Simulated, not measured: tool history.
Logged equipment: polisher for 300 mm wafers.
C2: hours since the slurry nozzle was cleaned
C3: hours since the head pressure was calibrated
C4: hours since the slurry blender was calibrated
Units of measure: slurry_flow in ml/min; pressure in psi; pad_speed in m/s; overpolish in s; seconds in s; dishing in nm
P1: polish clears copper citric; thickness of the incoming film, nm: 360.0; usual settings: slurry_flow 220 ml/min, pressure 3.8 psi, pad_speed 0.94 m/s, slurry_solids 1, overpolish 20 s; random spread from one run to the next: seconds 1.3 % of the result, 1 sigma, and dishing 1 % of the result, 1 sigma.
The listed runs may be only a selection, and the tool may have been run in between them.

Run 1, day 0.196: slurry_flow 220 ml/min, pressure 3.8 psi, pad_speed 0.94 m/s, slurry_solids 1, overpolish 20 s; wafers polished on this pad 615; C2 227.3; C3 532.8; C4 317.6. Result: seconds 140.23 s, dishing 36.343 nm.
Run 2, day 0.396: slurry_flow 220 ml/min, pressure 5.6 psi, pad_speed 0.52 m/s, slurry_solids 1, overpolish 20 s; wafers polished on this pad 664; C2 232.1; C3 537.6; C4 322.4. Result: seconds 168.38 s, dishing 31.014 nm.
Run 3, day 0.65: slurry_flow 220 ml/min, pressure 3.8 psi, pad_speed 0.94 m/s, slurry_solids 0.75, overpolish 20 s; wafers polished on this pad 727; C2 238.2; C3 543.7; C4 328.5. Result: seconds 150.62 s, dishing 34.103 nm.
Run 4, day 0.825: slurry_flow 220 ml/min, pressure 3.8 psi, pad_speed 0.94 m/s, slurry_solids 1, overpolish 20 s; wafers polished on this pad 771; C2 242.4; C3 547.9; C4 332.7. Result: seconds 140.11 s, dishing 36.604 nm.
Run 5, day 0.992: slurry_flow 220 ml/min, pressure 3.8 psi, pad_speed 0.94 m/s, slurry_solids 1, overpolish 36 s; wafers polished on this pad 812; C2 246.4; C3 551.9; C4 336.7. Result: seconds 139.2 s, dishing 58.985 nm.
Run 6, day 1.183: slurry_flow 220 ml/min, pressure 5.4 psi, pad_speed 0.94 m/s, slurry_solids 1, overpolish 20 s; wafers polished on this pad 859; C2 251; C3 556.5; C4 341.3. Result: seconds 97.271 s, dishing 49.256 nm.
Run 7, day 1.429: slurry_flow 130 ml/min, pressure 3.8 psi, pad_speed 0.94 m/s, slurry_solids 1, overpolish 20 s; wafers polished on this pad 920; C2 256.9; C3 562.4; C4 347.2. Result: seconds 152.91 s, dishing 33.784 nm.
Run 8, day 1.588: slurry_flow 315 ml/min, pressure 3.8 psi, pad_speed 0.94 m/s, slurry_solids 1, overpolish 29 s; wafers polished on this pad 959; C2 260.7; C3 566.2; C4 351. Result: seconds 137.72 s, dishing 50.755 nm.
Run 9, day 1.821: slurry_flow 220 ml/min, pressure 3.8 psi, pad_speed 1.44 m/s, slurry_solids 1, overpolish 20 s; wafers polished on this pad 1017; C2 266.3; C3 571.8; C4 356.6. Result: seconds 91.001 s, dishing 51.599 nm.
Run 10, day 1.929: slurry_flow 220 ml/min, pressure 3.8 psi, pad_speed 0.56 m/s, slurry_solids 1, overpolish 20 s; wafers polished on this pad 1044; C2 268.9; C3 574.4; C4 359.2. Result: seconds 231.09 s, dishing 22.659 nm.
Run 11, day 2.075: slurry_flow 220 ml/min, pressure 3.8 psi, pad_speed 0.94 m/s, slurry_solids 1, overpolish 20 s; wafers polished on this pad 1080; C2 272.4; C3 577.9; C4 362.7. Result: seconds 139.64 s, dishing 36.272 nm.
Run 12, day 2.221: slurry_flow 220 ml/min, pressure 3.8 psi, pad_speed 0.94 m/s, slurry_solids 1, overpolish 20 s; wafers polished on this pad 1116; C2 275.9; C3 581.4; C4 366.2. Result: seconds 137.42 s, dishing 36.521 nm.
Run 13, day 2.346: slurry_flow 220 ml/min, pressure 3.8 psi, pad_speed 0.94 m/s, slurry_solids 1, overpolish 6 s; wafers polished on this pad 1147; C2 278.9; C3 584.4; C4 369.2. Result: seconds 141.01 s, dishing 11.754 nm.
Run 14, day 2.533: slurry_flow 220 ml/min, pressure 3.8 psi, pad_speed 0.44 m/s, slurry_solids 0.8, overpolish 20 s; wafers polished on this pad 1193; C2 283.4; C3 588.9; C4 373.7. Result: seconds 301.51 s, dishing 17.557 nm.
Run 15, day 2.642: slurry_flow 220 ml/min, pressure 1.7 psi, pad_speed 0.94 m/s, slurry_solids 1, overpolish 20 s; wafers polished on this pad 1220; C2 286; C3 591.5; C4 376.3. Result: seconds 308.24 s, dishing 17.135 nm.
Run 16, day 2.833: slurry_flow 220 ml/min, pressure 3.8 psi, pad_speed 0.94 m/s, slurry_solids 1, overpolish 20 s; wafers polished on this pad 1268; C2 290.6; C3 596.1; C4 380.9. Result: seconds 141.7 s, dishing 35.469 nm.
Run 17, day 2.958: slurry_flow 340 ml/min, pressure 3.8 psi, pad_speed 0.94 m/s, slurry_solids 1, overpolish 20 s; wafers polished on this pad 1299; C2 293.6; C3 599.1; C4 383.9. Result: seconds 132.86 s, dishing 37.673 nm.
Run 18, day 3.183: slurry_flow 220 ml/min, pressure 3.8 psi, pad_speed 0.94 m/s, slurry_solids 1.45, overpolish 20 s; wafers polished on this pad 1354; C2 299; C3 604.5; C4 389.3. Result: seconds 126.98 s, dishing 39.384 nm.
Run 19, day 3.392: slurry_flow 220 ml/min, pressure 3.8 psi, pad_speed 0.94 m/s, slurry_solids 1, overpolish 20 s; wafers polished on this pad 1406; C2 304; C3 609.5; C4 394.3. Result: seconds 140.97 s, dishing 35.628 nm.
Run 20, day 3.612: slurry_flow 220 ml/min, pressure 3.8 psi, pad_speed 0.94 m/s, slurry_solids 1, overpolish 20 s; wafers polished on this pad 1461; C2 309.3; C3 614.8; C4 399.6. Result: seconds 141.33 s, dishing 35.6 nm.
Run 21, day 3.733: slurry_flow 220 ml/min, pressure 3.8 psi, pad_speed 0.94 m/s, slurry_solids 1, overpolish 20 s; wafers polished on this pad 1490; C2 312.2; C3 617.7; C4 402.5. Result: seconds 144.16 s, dishing 35.221 nm.
Run 22, day 3.933: slurry_flow 220 ml/min, pressure 3.8 psi, pad_speed 0.94 m/s, slurry_solids 1, overpolish 20 s; wafers polished on this pad 1540; C2 317; C3 622.5; C4 407.3. Result: seconds 145.57 s, dishing 34.782 nm.
At day 4.129: slurry blender recalibrated.
Run 23, day 4.183: slurry_flow 220 ml/min, pressure 3.8 psi, pad_speed 0.94 m/s, slurry_solids 1, overpolish 20 s; wafers polished on this pad 1602; C2 323; C3 628.5; C4 1.4. Result: seconds 148.3 s, dishing 34.117 nm.
Run 24, day 4.308: slurry_flow 220 ml/min, pressure 3.8 psi, pad_speed 0.94 m/s, slurry_solids 1, overpolish 20 s; wafers polished on this pad 1633; C2 326; C3 631.5; C4 4.4. Result: seconds 146.73 s, dishing 33.846 nm.
At day 4.317: head pressure recalibrated.
Run 25, day 4.425: slurry_flow 220 ml/min, pressure 3.8 psi, pad_speed 0.94 m/s, slurry_solids 1, overpolish 20 s; wafers polished on this pad 1662; C2 328.8; C3 2.7; C4 7.2. Result: seconds 144.8 s, dishing 34.996 nm.
Run 26, day 4.671: slurry_flow 220 ml/min, pressure 3.8 psi, pad_speed 0.94 m/s, slurry_solids 1, overpolish 20 s; wafers polished on this pad 1722; C2 334.7; C3 8.6; C4 13.1. Result: seconds 145.43 s, dishing 34.294 nm.
Run 27, day 4.825: slurry_flow 220 ml/min, pressure 3.8 psi, pad_speed 0.94 m/s, slurry_solids 1, overpolish 20 s; wafers polished on this pad 1761; C2 338.4; C3 12.3; C4 16.8. Result: seconds 149.43 s, dishing 34.532 nm.
Run 28, day 5.033: slurry_flow 220 ml/min, pressure 3.8 psi, pad_speed 0.94 m/s, slurry_solids 1, overpolish 20 s; wafers polished on this pad 1812; C2 343.4; C3 17.3; C4 21.8. Result: seconds 151.77 s, dishing 34.365 nm.
Run 29, day 5.246: slurry_flow 220 ml/min, pressure 3.8 psi, pad_speed 0.94 m/s, slurry_solids 1, overpolish 20 s; wafers polished on this pad 1865; C2 348.5; C3 22.4; C4 26.9. Result: seconds 147.92 s, dishing 34.1 nm.

What P1 gives has crept off from where it sat before. The 2 causes that follow fit the log equally well, each at the size noted:
A: slurry flow missing at the pad, % = 34.7
B: removal rate lost through wear of the pad, % = 6.13
The gradual shift began around day 3.392.
Why every other cause is out:
head's pressure below its setpoint, %: serviced at day 4.317, after the change had begun; the process did not return to its earlier output
abrasive missing from the slurry, %: serviced at day 4.129, after the change had begun; the process did not return to its earlier output

Of the 4 check runs below, each run on 5 wafers with the results averaged and each result still a question mark, which one would tell the listed causes apart?
Run check 1, day 5.458: slurry_flow 220 ml/min, pressure 5.3 psi, pad_speed 0.94 m/s, slurry_solids 1, overpolish 20 s. Result: seconds ?, dishing ?.
Run check 2, day 5.458: slurry_flow 220 ml/min, pressure 3.8 psi, pad_speed 0.94 m/s, slurry_solids 1, overpolish 8 s. Result: seconds ?, dishing ?.
Run check 3, day 5.458: slurry_flow 130 ml/min, pressure 3.8 psi, pad_speed 1.22 m/s, slurry_solids 1, overpolish 20 s. Result: seconds ?, dishing ?.
Run check 4, day 5.458: slurry_flow 220 ml/min, pressure 4.9 psi, pad_speed 0.94 m/s, slurry_solids 1, overpolish 20 s. Result: seconds ?, dishing ?.

If the cause were each of the candidates in turn, the checks would give the following:
  check   result    if A    if B
check 1  seconds  107.53  107.52
check 1  dishing  46.197  46.201
check 2  seconds  149.12   149.1
check 2  dishing  14.689   14.69
check 3  seconds   130.3  125.31
check 3  dishing  38.541  39.869
check 4  seconds  116.17  116.16
check 4  dishing  43.077   43.08
Distance between the nearest two causes, measured in the result of the check that separates them most: check 1 0.01 %; check 2 0.01 %; check 3 3.91 %; check 4 0.01 %
Check 3 is the one run that separates the causes; every other check would come out nearly the same whichever cause is at work.

Then check 3 was run and gave: seconds 130.48 s; dishing 38.29 nm. Which cause is it?

It was cause A: slurry flow missing at the pad, %.

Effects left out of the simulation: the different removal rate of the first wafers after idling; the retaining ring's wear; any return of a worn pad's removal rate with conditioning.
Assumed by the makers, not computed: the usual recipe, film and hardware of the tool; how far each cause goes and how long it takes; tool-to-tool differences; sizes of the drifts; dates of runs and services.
